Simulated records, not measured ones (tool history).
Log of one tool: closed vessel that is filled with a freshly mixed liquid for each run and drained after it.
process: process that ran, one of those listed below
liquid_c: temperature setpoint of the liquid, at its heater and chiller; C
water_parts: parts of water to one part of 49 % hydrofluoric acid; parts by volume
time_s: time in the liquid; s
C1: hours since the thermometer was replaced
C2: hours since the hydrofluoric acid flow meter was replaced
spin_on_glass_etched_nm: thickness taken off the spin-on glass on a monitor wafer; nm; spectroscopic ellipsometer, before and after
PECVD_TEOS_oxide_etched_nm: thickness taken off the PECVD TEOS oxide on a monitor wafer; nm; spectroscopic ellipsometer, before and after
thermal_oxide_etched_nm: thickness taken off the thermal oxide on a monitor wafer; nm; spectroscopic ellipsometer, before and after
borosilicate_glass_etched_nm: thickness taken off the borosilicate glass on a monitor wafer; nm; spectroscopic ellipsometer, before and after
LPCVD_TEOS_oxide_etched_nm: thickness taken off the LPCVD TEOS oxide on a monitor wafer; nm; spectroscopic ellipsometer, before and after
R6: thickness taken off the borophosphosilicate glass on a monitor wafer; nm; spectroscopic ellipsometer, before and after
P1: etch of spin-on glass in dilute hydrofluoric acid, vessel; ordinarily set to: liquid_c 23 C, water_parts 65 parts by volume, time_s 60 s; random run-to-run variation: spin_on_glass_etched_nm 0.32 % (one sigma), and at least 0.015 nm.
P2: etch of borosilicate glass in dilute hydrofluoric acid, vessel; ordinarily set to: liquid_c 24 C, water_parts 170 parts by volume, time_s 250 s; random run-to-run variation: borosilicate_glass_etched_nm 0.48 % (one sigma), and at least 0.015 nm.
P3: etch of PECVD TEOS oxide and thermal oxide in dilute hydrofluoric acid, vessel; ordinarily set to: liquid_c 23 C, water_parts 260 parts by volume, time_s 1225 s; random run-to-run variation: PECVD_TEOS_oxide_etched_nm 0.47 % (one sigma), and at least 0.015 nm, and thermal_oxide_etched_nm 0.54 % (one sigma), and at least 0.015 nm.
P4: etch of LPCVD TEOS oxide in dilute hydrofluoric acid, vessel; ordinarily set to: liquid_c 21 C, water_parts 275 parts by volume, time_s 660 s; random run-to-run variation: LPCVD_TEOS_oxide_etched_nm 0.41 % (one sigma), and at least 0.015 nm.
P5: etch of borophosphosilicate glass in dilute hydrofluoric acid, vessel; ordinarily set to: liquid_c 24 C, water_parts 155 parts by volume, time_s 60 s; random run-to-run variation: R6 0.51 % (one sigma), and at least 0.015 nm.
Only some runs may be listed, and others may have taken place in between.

Run 1, hour 8.3: process P1, liquid_c 23 C, water_parts 65 parts by volume, time_s 60 s; C1 1047; C2 1068.6. Result: spin_on_glass_etched_nm 55.296 nm.
Run 2, hour 18.7: process P3, liquid_c 23 C, water_parts 260 parts by volume, time_s 1225 s; C1 1057.4; C2 1079. Result: PECVD_TEOS_oxide_etched_nm 32.903 nm, thermal_oxide_etched_nm 17.443 nm.
Run 3, hour 28.8: process P2, liquid_c 24 C, water_parts 170 parts by volume, time_s 80 s; C1 1067.5; C2 1089.1. Result: borosilicate_glass_etched_nm 8.0939 nm.
Run 4, hour 39.6: process P4, liquid_c 21 C, water_parts 495 parts by volume, time_s 660 s; C1 1078.3; C2 1099.9. Result: LPCVD_TEOS_oxide_etched_nm 14.019 nm.
Run 5, hour 49.4: process P1, liquid_c 23 C, water_parts 65 parts by volume, time_s 95 s; C1 1088.1; C2 1109.7. Result: spin_on_glass_etched_nm 87.581 nm.
Run 6, hour 54.3: process P1, liquid_c 23 C, water_parts 65 parts by volume, time_s 60 s; C1 1093; C2 1114.6. Result: spin_on_glass_etched_nm 55.424 nm.
Run 7, hour 64.7: process P1, liquid_c 23 C, water_parts 65 parts by volume, time_s 60 s; C1 1103.4; C2 1125. Result: spin_on_glass_etched_nm 55.407 nm.
Run 8, hour 69.9: process P2, liquid_c 24 C, water_parts 170 parts by volume, time_s 250 s; C1 1108.6; C2 1130.2. Result: borosilicate_glass_etched_nm 24.962 nm.
Run 9, hour 78.5: process P5, liquid_c 24 C, water_parts 155 parts by volume, time_s 110 s; C1 1117.2; C2 1138.8. Result: R6 49.089 nm.
Run 10, hour 85.2: process P1, liquid_c 23 C, water_parts 105 parts by volume, time_s 60 s; C1 1123.9; C2 1145.5. Result: spin_on_glass_etched_nm 32.586 nm.
Run 11, hour 91.3: process P3, liquid_c 23 C, water_parts 45 parts by volume, time_s 1225 s; C1 1130; C2 1151.6. Result: PECVD_TEOS_oxide_etched_nm 243.86 nm, thermal_oxide_etched_nm 126.57 nm.
Run 12, hour 101.5: process P5, liquid_c 24 C, water_parts 230 parts by volume, time_s 60 s; C1 1140.2; C2 1161.8. Result: R6 16.674 nm.
Run 13, hour 110.6: process P4, liquid_c 21 C, water_parts 275 parts by volume, time_s 305 s; C1 1149.3; C2 1170.9. Result: LPCVD_TEOS_oxide_etched_nm 14.176 nm.
Run 14, hour 118.5: process P1, liquid_c 23 C, water_parts 65 parts by volume, time_s 60 s; C1 1157.2; C2 1178.8. Result: spin_on_glass_etched_nm 55.447 nm.
Run 15, hour 124.8: process P1, liquid_c 18.5 C, water_parts 65 parts by volume, time_s 60 s; C1 1163.5; C2 1185.1. Result: spin_on_glass_etched_nm 45.974 nm.
Run 16, hour 130.5: process P1, liquid_c 23 C, water_parts 30 parts by volume, time_s 60 s; C1 1169.2; C2 1190.8. Result: spin_on_glass_etched_nm 124.92 nm.
Run 17, hour 136.6: process P4, liquid_c 17 C, water_parts 275 parts by volume, time_s 660 s; C1 1175.3; C2 1196.9. Result: LPCVD_TEOS_oxide_etched_nm 26.385 nm.
Run 18, hour 145.4: process P2, liquid_c 30.5 C, water_parts 170 parts by volume, time_s 250 s; C1 1184.1; C2 1205.7. Result: borosilicate_glass_etched_nm 31.883 nm.
Run 19, hour 151.2: process P1, liquid_c 29 C, water_parts 65 parts by volume, time_s 60 s; C1 1189.9; C2 1211.5. Result: spin_on_glass_etched_nm 70.218 nm.
Run 20, hour 161.2: process P3, liquid_c 23 C, water_parts 260 parts by volume, time_s 2115 s; C1 1199.9; C2 1221.5. Result: PECVD_TEOS_oxide_etched_nm 56.593 nm, thermal_oxide_etched_nm 30.027 nm.
Run 21, hour 167.7: process P5, liquid_c 24 C, water_parts 155 parts by volume, time_s 60 s; C1 1206.4; C2 1228. Result: R6 26.762 nm.
Run 22, hour 172.9: process P2, liquid_c 24 C, water_parts 75 parts by volume, time_s 250 s; C1 1211.6; C2 1233.2. Result: borosilicate_glass_etched_nm 64.143 nm.
Run 23, hour 182.4: process P3, liquid_c 18.5 C, water_parts 260 parts by volume, time_s 1225 s; C1 1221.1; C2 1242.7. Result: PECVD_TEOS_oxide_etched_nm 27.87 nm, thermal_oxide_etched_nm 14.641 nm.
Run 24, hour 189.6: process P5, liquid_c 24 C, water_parts 155 parts by volume, time_s 60 s; C1 1228.3; C2 1249.9. Result: R6 26.895 nm.
Run 25, hour 197.4: process P1, liquid_c 23 C, water_parts 65 parts by volume, time_s 30 s; C1 1236.1; C2 1257.7. Result: spin_on_glass_etched_nm 27.693 nm.
Run 26, hour 203.2: process P4, liquid_c 21 C, water_parts 275 parts by volume, time_s 660 s; C1 1241.9; C2 1263.5. Result: LPCVD_TEOS_oxide_etched_nm 30.879 nm.
Run 27, hour 208.3: process P1, liquid_c 23 C, water_parts 105 parts by volume, time_s 30 s; C1 1247; C2 1268.6. Result: spin_on_glass_etched_nm 16.296 nm.
Run 28, hour 215.6: process P5, liquid_c 17 C, water_parts 155 parts by volume, time_s 60 s; C1 1254.3; C2 1275.9. Result: R6 20.329 nm.
Run 29, hour 222.5: process P1, liquid_c 23 C, water_parts 110 parts by volume, time_s 115 s; C1 1261.2; C2 1282.8. Result: spin_on_glass_etched_nm 59.151 nm.
Run 30, hour 232.4: process P1, liquid_c 23 C, water_parts 65 parts by volume, time_s 60 s; C1 1271.1; C2 1292.7. Result: spin_on_glass_etched_nm 55.248 nm.
Run 31, hour 238.7: process P1, liquid_c 23 C, water_parts 65 parts by volume, time_s 60 s; C1 1277.4; C2 1299. Result: spin_on_glass_etched_nm 56.712 nm.
Run 32, hour 244.1: process P1, liquid_c 23 C, water_parts 65 parts by volume, time_s 60 s; C1 1282.8; C2 1304.4. Result: spin_on_glass_etched_nm 56.719 nm.
Run 33, hour 250.7: process P1, liquid_c 23 C, water_parts 65 parts by volume, time_s 60 s; C1 1289.4; C2 1311. Result: spin_on_glass_etched_nm 57.553 nm.
Run 34, hour 259.1: process P1, liquid_c 23 C, water_parts 65 parts by volume, time_s 60 s; C1 1297.8; C2 1319.4. Result: spin_on_glass_etched_nm 58.459 nm.
Run 35, hour 267.2: process P1, liquid_c 23 C, water_parts 65 parts by volume, time_s 60 s; C1 1305.9; C2 1327.5. Result: spin_on_glass_etched_nm 58.824 nm.
Run 36, hour 276.6: process P1, liquid_c 23 C, water_parts 65 parts by volume, time_s 60 s; C1 1315.3; C2 1336.9. Result: spin_on_glass_etched_nm 58.859 nm.
Run 37, hour 286.7: process P1, liquid_c 23 C, water_parts 65 parts by volume, time_s 60 s; C1 1325.4; C2 1347. Result: spin_on_glass_etched_nm 58.794 nm.
Run 38, hour 294.1: process P1, liquid_c 23 C, water_parts 65 parts by volume, time_s 60 s; C1 1332.8; C2 1354.4. Result: spin_on_glass_etched_nm 58.885 nm.
Run 39, hour 301.4: process P1, liquid_c 23 C, water_parts 65 parts by volume, time_s 60 s; C1 1340.1; C2 1361.7. Result: spin_on_glass_etched_nm 58.897 nm.
Run 40, hour 311: process P1, liquid_c 23 C, water_parts 65 parts by volume, time_s 60 s; C1 1349.7; C2 1371.3. Result: spin_on_glass_etched_nm 59.082 nm.

What P1 gives has crept off from where it sat before. The 2 causes that follow fit the log equally well, each at the size noted:
A: hydrofluoric acid flow above the setpoint (%) = 6.55
B: liquid hotter than its thermometer reads (K) = 1.69
The drift started at roughly hour 232.4.

Which of the 4 check runs listed below separates the causes, so that each cause would produce a clearly different result? Each run uses one wafer, and its results are marked with question marks.
Run check 1, hour 320.6: process P5, liquid_c 21 C, water_parts 155 parts by volume, time_s 90 s. Result: R6 ?.
Run check 2, hour 320.6: process P4, liquid_c 21 C, water_parts 475 parts by volume, time_s 660 s. Result: LPCVD_TEOS_oxide_etched_nm ?.
Run check 3, hour 320.6: process P3, liquid_c 23 C, water_parts 105 parts by volume, time_s 1225 s. Result: PECVD_TEOS_oxide_etched_nm ?, thermal_oxide_etched_nm ?.
Run check 4, hour 320.6: process P2, liquid_c 29.5 C, water_parts 85 parts by volume, time_s 250 s. Result: borosilicate_glass_etched_nm ?.

Expected result of each check under each candidate cause:
  check                        result    if A    if B
check 1                            R6   38.54   38.24
check 2    LPCVD_TEOS_oxide_etched_nm  16.308  15.796
check 3    PECVD_TEOS_oxide_etched_nm  103.66  103.22
check 3       thermal_oxide_etched_nm   54.58  54.345
check 4  borosilicate_glass_etched_nm  74.109  73.591
Smallest distance between any two causes, each pair judged by its most separating result, in per cent: check 1 0.78 %; check 2 3.19 %; check 3 0.43 %; check 4 0.7 %
Only in check 2 would the causes give clearly different results; in the remaining checks their results would be nearly the same.

After running check 2, the following was obtained: LPCVD_TEOS_oxide_etched_nm 15.813 nm. Which cause does this point to?

B is the cause: liquid hotter than its thermometer reads (K).
